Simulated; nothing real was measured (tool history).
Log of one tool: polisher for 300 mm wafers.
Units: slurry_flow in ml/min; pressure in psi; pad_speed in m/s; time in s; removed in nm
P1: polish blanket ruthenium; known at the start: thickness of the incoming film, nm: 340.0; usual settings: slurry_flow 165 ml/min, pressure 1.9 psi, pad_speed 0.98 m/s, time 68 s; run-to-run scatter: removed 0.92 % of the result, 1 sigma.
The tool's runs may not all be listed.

run   hour  slurry_flow  pressure  pad_speed  time  removed
  1      5          165       1.9       0.98    68   85.661
  2    9.5          165       1.9       0.98    68   86.198
  3   13.8          165       1.9       0.98    68   85.285
  4     21          165       1.9       0.98    31   39.163
  5   24.5          100       1.1       0.98    68   44.591
      28.2  -- slurry nozzle cleaned
  6   28.6          165       1.9       0.44    68   39.063
  7   35.6          165       1.9       0.98    68   84.433
  8   39.8          165       1.9        1.5    68   129.73
  9   47.3          165       1.3       0.98    68   58.979
 10   50.7          165       1.9       0.98    68   84.635
 11   54.7          165         3       0.98    68   132.36
 12   59.7          100       1.9       0.98    68   77.292
 13   65.1          230       1.9       0.98    68   90.097
 14   71.3          165       1.9       0.98   108   137.41
 15   76.2          165       1.9       0.98    68    86.31
 16   81.4          165       1.9       0.98    68   83.987
 17     88          165       1.9       0.98    68    82.15
 18   93.3          165       1.9       0.98    68    80.16
 19  100.8          165       1.9       0.98    68   78.882
 20  106.7          165       1.9       0.98    68   79.618
     112.9  -- worn pad replaced by a new one
 21  113.5          165       1.9       0.98    68   79.329
 22  120.6          165       1.9       0.98    68   78.506
 23  125.6          165       1.9       0.98    68   78.703

What P1 gives has crept away from where it was. These 2 causes fit the log equally well, each at the size given:
A: slurry flow missing at the pad, % = 36.6
B: head's pressure below its setpoint, % = 8.52
The creep began at about hour 76.2.
Why every other cause is out:
removal rate lost through wear of the pad, %: serviced at hour 112.9, which brought nothing back

4 check runs are offered, each on 3 wafers whose results are averaged, their results left as question marks. Which one tells the causes apart?
check 1  130.6          165       1.9       0.56    87        ?
check 2  130.6          105       1.9       0.98    68        ?
check 3  130.6          165       1.9        1.4    68        ?
check 4  130.6          165       1.9       0.98   101        ?

What each check would give under each cause:
  check   result    if A    if B
check 1  removed  57.336  57.341
check 2  removed  68.727  71.807
check 3  removed  112.04  112.05
check 4  removed  116.48   116.5
How far apart the two closest causes lie, in the result that separates them most: check 1 0.01 %; check 2 4.38 %; check 3 0.01 %; check 4 0.01 %
Only check 2 tells the causes apart: in the others they would give nearly the same result.

Check 2 was then run and gave: removed 69.013 nm. Which cause is it?

It is A: slurry flow missing at the pad, %.
